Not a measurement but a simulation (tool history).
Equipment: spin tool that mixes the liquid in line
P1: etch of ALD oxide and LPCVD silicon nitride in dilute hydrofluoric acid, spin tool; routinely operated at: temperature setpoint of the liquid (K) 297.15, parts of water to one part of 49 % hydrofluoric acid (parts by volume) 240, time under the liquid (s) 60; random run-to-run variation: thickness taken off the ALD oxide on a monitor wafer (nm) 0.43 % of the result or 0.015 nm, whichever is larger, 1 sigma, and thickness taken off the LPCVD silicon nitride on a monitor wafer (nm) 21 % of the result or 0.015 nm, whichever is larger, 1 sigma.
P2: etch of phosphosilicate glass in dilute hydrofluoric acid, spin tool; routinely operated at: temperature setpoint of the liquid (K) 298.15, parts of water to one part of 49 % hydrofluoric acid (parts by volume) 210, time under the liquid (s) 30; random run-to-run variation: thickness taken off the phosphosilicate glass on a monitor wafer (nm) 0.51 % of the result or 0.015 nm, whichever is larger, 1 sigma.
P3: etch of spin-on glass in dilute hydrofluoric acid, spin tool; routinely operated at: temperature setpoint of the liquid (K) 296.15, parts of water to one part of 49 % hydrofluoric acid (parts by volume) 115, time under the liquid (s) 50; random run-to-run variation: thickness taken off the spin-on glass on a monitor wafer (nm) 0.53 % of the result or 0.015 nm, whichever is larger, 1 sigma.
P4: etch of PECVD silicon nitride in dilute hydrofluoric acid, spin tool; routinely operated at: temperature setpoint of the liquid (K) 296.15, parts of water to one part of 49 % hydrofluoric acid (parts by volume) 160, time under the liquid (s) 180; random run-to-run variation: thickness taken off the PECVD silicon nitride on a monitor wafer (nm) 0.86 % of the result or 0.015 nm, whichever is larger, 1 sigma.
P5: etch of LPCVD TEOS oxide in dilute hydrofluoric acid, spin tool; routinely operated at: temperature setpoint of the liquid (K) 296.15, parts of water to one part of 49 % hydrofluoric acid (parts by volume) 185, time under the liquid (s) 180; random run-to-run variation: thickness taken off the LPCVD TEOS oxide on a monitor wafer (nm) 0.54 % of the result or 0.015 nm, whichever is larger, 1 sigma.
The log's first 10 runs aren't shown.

| run | day | process that ran | temperature setpoint of the liquid (K) | parts of water to one part of 49 % hydrofluoric acid (parts by volume) | time under the liquid (s) | hours since the thermometer was replaced | hours since the hydrofluoric acid flow meter was replaced | thickness taken off the ALD oxide on a monitor wafer (nm) | thickness taken off the LPCVD silicon nitride on a monitor wafer (nm) | thickness taken off the PECVD silicon nitride on a monitor wafer (nm) | thickness taken off the phosphosilicate glass on a monitor wafer (nm) | thickness taken off the LPCVD TEOS oxide on a monitor wafer (nm) | thickness taken off the spin-on glass on a monitor wafer (nm) |
|---|---|---|---|---|---|---|---|---|---|---|---|---|---|
| 11 | 1.579 | P4 | 296.15 | 160 | 90 | 767.1 | 595.4 |  |  | 1.2491 |  |  |  |
| 12 | 1.771 | P3 | 296.15 | 180 | 50 | 771.7 | 600.0 |  |  |  |  |  | 10.0090 |
|  | 1.800 | thermometer replaced |
| 13 | 1.946 | P1 | 297.15 | 240 | 105 | 3.6 | 604.2 | 9.2663 | 0.193340 |  |  |  |  |
| 14 | 2.100 | P3 | 301.15 | 115 | 50 | 7.3 | 607.9 |  |  |  |  |  | 20.6000 |
| 15 | 2.217 | P5 | 296.15 | 115 | 180 | 10.1 | 610.7 |  |  |  |  | 72.457 |  |
| 16 | 2.338 | P4 | 296.15 | 160 | 180 | 13.0 | 613.6 |  |  | 2.4365 |  |  |  |
| 17 | 2.458 | P1 | 304.65 | 240 | 60 | 15.9 | 616.5 | 6.8409 | 0.222700 |  |  |  |  |
| 18 | 2.638 | P2 | 304.65 | 210 | 30 | 20.2 | 620.8 |  |  |  | 31.892 |  |  |
| 19 | 2.779 | P1 | 290.15 | 240 | 60 | 23.6 | 624.2 | 4.0619 | 0.069395 |  |  |  |  |
| 20 | 2.883 | P3 | 296.15 | 115 | 15 | 26.1 | 626.7 |  |  |  |  |  | 5.0281 |
| 21 | 3.042 | P5 | 290.15 | 185 | 180 | 29.9 | 630.5 |  |  |  |  | 32.644 |  |
| 22 | 3.200 | P1 | 297.15 | 240 | 20 | 33.7 | 634.3 | 1.7583 | 0.031716 |  |  |  |  |
| 23 | 3.304 | P2 | 298.15 | 210 | 55 | 36.2 | 636.8 |  |  |  | 46.407 |  |  |
| 24 | 3.512 | P2 | 298.15 | 330 | 30 | 41.2 | 641.8 |  |  |  | 14.321 |  |  |
| 25 | 3.633 | P5 | 296.15 | 185 | 180 | 44.1 | 644.7 |  |  |  |  | 41.275 |  |
| 26 | 3.800 | P1 | 297.15 | 240 | 60 | 48.1 | 648.7 | 5.2604 | 0.163670 |  |  |  |  |
| 27 | 3.958 | P4 | 304.15 | 160 | 180 | 51.9 | 652.5 |  |  | 4.0443 |  |  |  |
| 28 | 4.150 | P3 | 296.15 | 115 | 50 | 56.5 | 657.1 |  |  |  |  |  | 16.9950 |
| 29 | 4.321 | P1 | 297.15 | 65 | 60 | 60.6 | 661.2 | 23.8500 | 0.420250 |  |  |  |  |

For run 30, what comes out?
| 30 | 4.421 | P1 | 297.15 | 240 | 60 | 63.0 | 663.6 | ? | ? |  |  |  |  |

Run 30 produced thickness taken off the ALD oxide on a monitor wafer (nm) 5.3626, thickness taken off the LPCVD silicon nitride on a monitor wafer (nm) 0.147020.
